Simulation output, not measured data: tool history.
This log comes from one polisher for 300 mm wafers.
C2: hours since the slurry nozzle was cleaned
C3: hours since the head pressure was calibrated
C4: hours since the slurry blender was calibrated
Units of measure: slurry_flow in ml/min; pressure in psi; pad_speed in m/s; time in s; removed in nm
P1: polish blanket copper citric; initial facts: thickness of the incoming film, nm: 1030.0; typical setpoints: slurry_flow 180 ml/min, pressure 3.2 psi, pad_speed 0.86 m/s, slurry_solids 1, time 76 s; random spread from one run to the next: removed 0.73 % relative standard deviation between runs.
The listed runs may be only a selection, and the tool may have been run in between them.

run 1 hour=5.2 | slurry_flow=180 pressure=3.2 pad_speed=0.86 slurry_solids=1 time=76 | wafers_polished_on_this_pad=545 C2=315.6 C3=893 C4=57.7 | removed=141.04
run 2 hour=10.2 | slurry_flow=180 pressure=3.2 pad_speed=0.86 slurry_solids=1 time=76 | wafers_polished_on_this_pad=573 C2=320.6 C3=898 C4=62.7 | removed=141.47
run 3 hour=14.3 | slurry_flow=180 pressure=2.5 pad_speed=0.86 slurry_solids=0.6 time=76 | wafers_polished_on_this_pad=595 C2=324.7 C3=902.1 C4=66.8 | removed=99.821
run 4 hour=19.3 | slurry_flow=180 pressure=3.2 pad_speed=0.86 slurry_solids=1 time=76 | wafers_polished_on_this_pad=623 C2=329.7 C3=907.1 C4=71.8 | removed=140.18
run 5 hour=23 | slurry_flow=180 pressure=3.2 pad_speed=0.86 slurry_solids=1 time=120 | wafers_polished_on_this_pad=643 C2=333.4 C3=910.8 C4=75.5 | removed=223.42
run 6 hour=28.5 | slurry_flow=180 pressure=3.2 pad_speed=0.86 slurry_solids=1 time=40 | wafers_polished_on_this_pad=674 C2=338.9 C3=916.3 C4=81 | removed=73.636
run 7 hour=33.2 | slurry_flow=110 pressure=3.2 pad_speed=0.86 slurry_solids=1 time=76 | wafers_polished_on_this_pad=700 C2=343.6 C3=921 C4=85.7 | removed=129.59
run 8 hour=37.1 | slurry_flow=180 pressure=3.2 pad_speed=1.26 slurry_solids=1 time=76 | wafers_polished_on_this_pad=722 C2=347.5 C3=924.9 C4=89.6 | removed=204.99
run 9 hour=39.8 | slurry_flow=180 pressure=1.8 pad_speed=0.86 slurry_solids=0.75 time=76 | wafers_polished_on_this_pad=737 C2=350.2 C3=927.6 C4=92.3 | removed=77.109
run 10 hour=43.4 | slurry_flow=180 pressure=4.9 pad_speed=0.86 slurry_solids=1 time=76 | wafers_polished_on_this_pad=757 C2=353.8 C3=931.2 C4=95.9 | removed=215.05
run 11 hour=47.7 | slurry_flow=180 pressure=3.2 pad_speed=0.4 slurry_solids=1 time=76 | wafers_polished_on_this_pad=780 C2=358.1 C3=935.5 C4=100.2 | removed=68.626
-- hour=51.7 worn pad replaced by a new one
run 12 hour=52 | slurry_flow=180 pressure=3.2 pad_speed=0.86 slurry_solids=1 time=76 | wafers_polished_on_this_pad=1 C2=362.4 C3=939.8 C4=104.5 | removed=141.6
run 13 hour=56.2 | slurry_flow=275 pressure=3.2 pad_speed=0.86 slurry_solids=1 time=76 | wafers_polished_on_this_pad=25 C2=366.6 C3=944 C4=108.7 | removed=148.77
-- hour=59.4 slurry blender recalibrated
run 14 hour=61.1 | slurry_flow=180 pressure=3.2 pad_speed=0.86 slurry_solids=1.45 time=76 | wafers_polished_on_this_pad=52 C2=371.5 C3=948.9 C4=1.8 | removed=153.08
run 15 hour=64.9 | slurry_flow=180 pressure=3.2 pad_speed=0.86 slurry_solids=1 time=76 | wafers_polished_on_this_pad=73 C2=375.3 C3=952.7 C4=5.6 | removed=139.85
run 16 hour=70.2 | slurry_flow=180 pressure=3.2 pad_speed=0.86 slurry_solids=0.55 time=76 | wafers_polished_on_this_pad=102 C2=380.6 C3=958 C4=10.9 | removed=124.64
run 17 hour=73.9 | slurry_flow=180 pressure=1.4 pad_speed=0.86 slurry_solids=1 time=76 | wafers_polished_on_this_pad=123 C2=384.3 C3=961.7 C4=14.6 | removed=63.568

Run 18, settings as shown, results not yet in. Your forecast:
run 18 hour=78.4 | slurry_flow=180 pressure=3.2 pad_speed=0.86 slurry_solids=1 time=76 | wafers_polished_on_this_pad=148 C2=388.8 C3=966.2 C4=19.1 | removed=?

{"run 18": {"removed": 142.01}}
